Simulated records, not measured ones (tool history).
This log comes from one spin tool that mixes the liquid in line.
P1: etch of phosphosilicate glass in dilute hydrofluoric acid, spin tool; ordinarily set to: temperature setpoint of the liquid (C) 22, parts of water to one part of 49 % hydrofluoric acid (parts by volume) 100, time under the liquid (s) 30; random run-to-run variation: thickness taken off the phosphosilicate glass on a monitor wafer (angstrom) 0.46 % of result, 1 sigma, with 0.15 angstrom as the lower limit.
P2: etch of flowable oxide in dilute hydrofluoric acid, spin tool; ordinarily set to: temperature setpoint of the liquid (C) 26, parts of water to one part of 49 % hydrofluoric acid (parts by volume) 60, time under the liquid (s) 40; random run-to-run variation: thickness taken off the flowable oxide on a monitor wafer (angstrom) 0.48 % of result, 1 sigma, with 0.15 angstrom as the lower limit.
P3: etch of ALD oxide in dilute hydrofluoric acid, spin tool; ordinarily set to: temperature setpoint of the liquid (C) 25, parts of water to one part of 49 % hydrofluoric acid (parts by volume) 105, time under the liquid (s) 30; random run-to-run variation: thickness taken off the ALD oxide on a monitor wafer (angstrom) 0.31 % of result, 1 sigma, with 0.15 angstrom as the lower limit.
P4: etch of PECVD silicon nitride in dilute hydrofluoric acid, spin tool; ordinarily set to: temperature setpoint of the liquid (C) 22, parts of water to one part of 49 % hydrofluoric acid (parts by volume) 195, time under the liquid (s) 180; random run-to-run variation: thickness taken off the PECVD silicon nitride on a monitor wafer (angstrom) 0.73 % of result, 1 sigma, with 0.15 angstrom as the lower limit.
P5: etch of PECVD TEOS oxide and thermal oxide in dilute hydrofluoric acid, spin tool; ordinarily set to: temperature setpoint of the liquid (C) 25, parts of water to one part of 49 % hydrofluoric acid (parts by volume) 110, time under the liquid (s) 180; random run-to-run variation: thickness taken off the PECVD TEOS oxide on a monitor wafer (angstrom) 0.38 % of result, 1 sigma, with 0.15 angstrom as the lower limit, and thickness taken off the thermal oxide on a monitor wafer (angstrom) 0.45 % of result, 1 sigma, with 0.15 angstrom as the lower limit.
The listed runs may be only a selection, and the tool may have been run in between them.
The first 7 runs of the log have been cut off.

| run | hour | process that ran | temperature setpoint of the liquid (C) | parts of water to one part of 49 % hydrofluoric acid (parts by volume) | time under the liquid (s) | hours since the thermometer was replaced | hours since the hydrofluoric acid flow meter was replaced | thickness taken off the phosphosilicate glass on a monitor wafer (angstrom) | thickness taken off the ALD oxide on a monitor wafer (angstrom) | thickness taken off the flowable oxide on a monitor wafer (angstrom) | thickness taken off the PECVD silicon nitride on a monitor wafer (angstrom) | thickness taken off the PECVD TEOS oxide on a monitor wafer (angstrom) | thickness taken off the thermal oxide on a monitor wafer (angstrom) |
|---|---|---|---|---|---|---|---|---|---|---|---|---|---|
| 8 | 104.9 | P1 | 22 | 100 | 15 | 1146.3 | 1368.8 | 133.16 |  |  |  |  |  |
| 9 | 112.5 | P4 | 22 | 110 | 180 | 1153.9 | 1376.4 |  |  |  | 51.315 |  |  |
| 10 | 120.5 | P1 | 25.5 | 165 | 30 | 1161.9 | 1384.4 | 173.04 |  |  |  |  |  |
| 11 | 131.7 | P1 | 18.5 | 45 | 30 | 1173.1 | 1395.6 | 544.22 |  |  |  |  |  |
| 12 | 140 | P1 | 22 | 100 | 30 | 1181.4 | 1403.9 | 267.54 |  |  |  |  |  |
| 13 | 153.7 | P5 | 19 | 110 | 180 | 1195.1 | 1417.6 |  |  |  |  | 159.58 | 60.949 |
| 14 | 162.5 | P2 | 26 | 60 | 40 | 1203.9 | 1426.4 |  |  | 265.93 |  |  |  |
| 15 | 177.4 | P5 | 25 | 110 | 15 | 1218.8 | 1441.3 |  |  |  |  | 16.929 | 6.7021 |
| 16 | 188.3 | P4 | 22 | 195 | 180 | 1229.7 | 1452.2 |  |  |  | 29.852 |  |  |
| 17 | 202.1 | P1 | 22 | 30 | 45 | 1243.5 | 1466 | 1455.2 |  |  |  |  |  |
| 18 | 217.6 | P1 | 22 | 100 | 30 | 1259 | 1481.5 | 268.8 |  |  |  |  |  |
| 19 | 228.3 | P5 | 25 | 110 | 180 | 1269.7 | 1492.2 |  |  |  |  | 203.73 | 77.909 |
| 20 | 241.2 | P1 | 22 | 100 | 60 | 1282.6 | 1505.1 | 535.86 |  |  |  |  |  |
| 21 | 255.4 | P1 | 22 | 170 | 30 | 1296.8 | 1519.3 | 145.59 |  |  |  |  |  |
| 22 | 267.8 | P2 | 26 | 60 | 15 | 1309.2 | 1531.7 |  |  | 99.634 |  |  |  |
| 23 | 281.2 | P1 | 22 | 100 | 30 | 1322.6 | 1545.1 | 268.74 |  |  |  |  |  |
| 24 | 294.7 | P3 | 25 | 105 | 30 | 1336.1 | 1558.6 |  | 80.845 |  |  |  |  |
| 25 | 302.5 | P4 | 30 | 195 | 180 | 1343.9 | 1566.4 |  |  |  | 48.336 |  |  |
| 26 | 318.3 | P1 | 26.5 | 100 | 30 | 1359.7 | 1582.2 | 319.7 |  |  |  |  |  |
| 27 | 327.6 | P5 | 25 | 180 | 180 | 1369 | 1591.5 |  |  |  |  | 114.52 | 43.84 |
| 28 | 342.9 | P1 | 22 | 100 | 30 | 1384.3 | 1606.8 | 268.34 |  |  |  |  |  |
| 29 | 349.8 | P3 | 25 | 40 | 30 | 1391.2 | 1613.7 |  | 230.06 |  |  |  |  |
| 30 | 361.2 | P2 | 19.5 | 60 | 40 | 1402.6 | 1625.1 |  |  | 203.61 |  |  |  |
| 31 | 368.7 | P3 | 25 | 105 | 30 | 1410.1 | 1632.6 |  | 80.449 |  |  |  |  |

Predict the results of run 32:
| 32 | 377.8 | P1 | 22 | 40 | 30 | 1419.2 | 1641.7 | ? |  |  |  |  |  |

thickness taken off the phosphosilicate glass on a monitor wafer (angstrom): 727.47
